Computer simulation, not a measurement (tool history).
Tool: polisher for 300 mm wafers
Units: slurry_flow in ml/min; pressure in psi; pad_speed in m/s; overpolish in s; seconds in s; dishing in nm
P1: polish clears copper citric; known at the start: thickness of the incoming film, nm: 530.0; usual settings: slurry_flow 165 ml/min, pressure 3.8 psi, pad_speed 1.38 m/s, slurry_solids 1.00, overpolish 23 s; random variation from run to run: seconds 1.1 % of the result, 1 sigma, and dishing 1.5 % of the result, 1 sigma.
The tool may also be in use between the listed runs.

| run | day | slurry_flow | pressure | pad_speed | slurry_solids | overpolish | wafers polished on this pad | hours since the slurry nozzle was cleaned | hours since the head pressure was calibrated | hours since the slurry blender was calibrated | seconds | dishing |
|---|---|---|---|---|---|---|---|---|---|---|---|---|
| 1 | 0.308 | 165 | 3.8 | 1.38 | 1.00 | 23 | 755 | 396.4 | 442.7 | 111.7 | 127.110 | 12.403 |
| 2 | 0.700 | 165 | 1.9 | 1.38 | 1.00 | 23 | 797 | 405.8 | 452.1 | 121.1 | 250.100 | 11.416 |
| 3 | 0.946 | 165 | 3.8 | 1.38 | 1.00 | 23 | 824 | 411.7 | 458.0 | 127.0 | 126.360 | 12.198 |
| 4 | 1.188 | 165 | 3.8 | 1.38 | 1.00 | 23 | 850 | 417.5 | 463.8 | 132.8 | 125.430 | 12.090 |
| 5 | 1.721 | 110 | 3.8 | 1.84 | 1.00 | 23 | 907 | 430.3 | 476.6 | 145.6 | 105.220 | 12.179 |
|  | 1.975 | slurry blender recalibrated |
| 6 | 2.262 | 165 | 3.8 | 1.38 | 1.00 | 23 | 965 | 443.3 | 489.6 | 6.9 | 126.650 | 12.484 |
| 7 | 2.546 | 100 | 3.8 | 1.38 | 1.00 | 23 | 995 | 450.1 | 496.4 | 13.7 | 139.580 | 12.407 |
| 8 | 3.054 | 165 | 3.8 | 1.38 | 1.00 | 9 | 1049 | 462.3 | 508.6 | 25.9 | 127.470 | 11.128 |
| 9 | 3.567 | 165 | 3.8 | 2.18 | 1.00 | 23 | 1104 | 474.6 | 520.9 | 38.2 | 81.081 | 12.393 |
| 10 | 3.979 | 165 | 3.8 | 1.38 | 1.30 | 23 | 1149 | 484.5 | 530.8 | 48.1 | 120.020 | 12.093 |
| 11 | 4.450 | 165 | 5.4 | 1.38 | 1.00 | 23 | 1199 | 495.8 | 542.1 | 59.4 | 89.829 | 12.250 |
| 12 | 4.871 | 165 | 3.8 | 0.64 | 1.00 | 23 | 1244 | 505.9 | 552.2 | 69.5 | 271.830 | 11.559 |
| 13 | 5.412 | 165 | 3.8 | 1.38 | 1.00 | 23 | 1302 | 518.9 | 565.2 | 82.5 | 127.480 | 12.151 |
| 14 | 5.733 | 165 | 3.8 | 1.38 | 1.00 | 37 | 1336 | 526.6 | 572.9 | 90.2 | 126.770 | 12.330 |
| 15 | 6.021 | 225 | 3.8 | 1.38 | 1.00 | 23 | 1367 | 533.5 | 579.8 | 97.1 | 119.900 | 12.296 |
| 16 | 6.483 | 165 | 3.8 | 1.38 | 1.00 | 23 | 1417 | 544.6 | 590.9 | 108.2 | 125.450 | 12.484 |
| 17 | 6.754 | 165 | 5.0 | 1.38 | 1.40 | 23 | 1446 | 551.1 | 597.4 | 114.7 | 89.744 | 12.454 |
| 18 | 7.012 | 165 | 3.8 | 1.38 | 0.55 | 23 | 1473 | 557.3 | 603.6 | 120.9 | 144.770 | 12.008 |
| 19 | 7.371 | 165 | 3.8 | 1.38 | 1.00 | 23 | 1512 | 565.9 | 612.2 | 129.5 | 126.140 | 12.132 |
| 20 | 7.779 | 165 | 3.8 | 1.38 | 1.00 | 23 | 1555 | 575.7 | 622.0 | 139.3 | 129.560 | 12.240 |
| 21 | 8.142 | 165 | 3.8 | 1.38 | 1.00 | 23 | 1594 | 584.4 | 630.7 | 148.0 | 130.830 | 12.187 |
| 22 | 8.417 | 165 | 3.8 | 1.38 | 1.00 | 23 | 1624 | 591.0 | 637.3 | 154.6 | 133.260 | 12.372 |
| 23 | 8.796 | 165 | 3.8 | 1.38 | 1.00 | 23 | 1664 | 600.1 | 646.4 | 163.7 | 137.150 | 12.580 |
|  | 9.121 | head pressure recalibrated |
| 24 | 9.121 | 165 | 3.8 | 1.38 | 1.00 | 23 | 1699 | 607.9 | 0.0 | 171.5 | 131.830 | 12.300 |
|  | 9.550 | worn pad replaced by a new one |
| 25 | 9.562 | 165 | 3.8 | 1.38 | 1.00 | 23 | 1 | 618.5 | 10.6 | 182.1 | 134.010 | 12.298 |
| 26 | 10.008 | 165 | 3.8 | 1.38 | 1.00 | 23 | 49 | 629.2 | 21.3 | 192.8 | 136.210 | 12.336 |

The next listed run, before its measurement:
| 27 | 10.262 | 165 | 3.8 | 1.38 | 1.00 | 23 | 76 | 635.3 | 27.4 | 198.9 | ? | ? |

seconds: 134.920 s
dishing: 12.382 nm
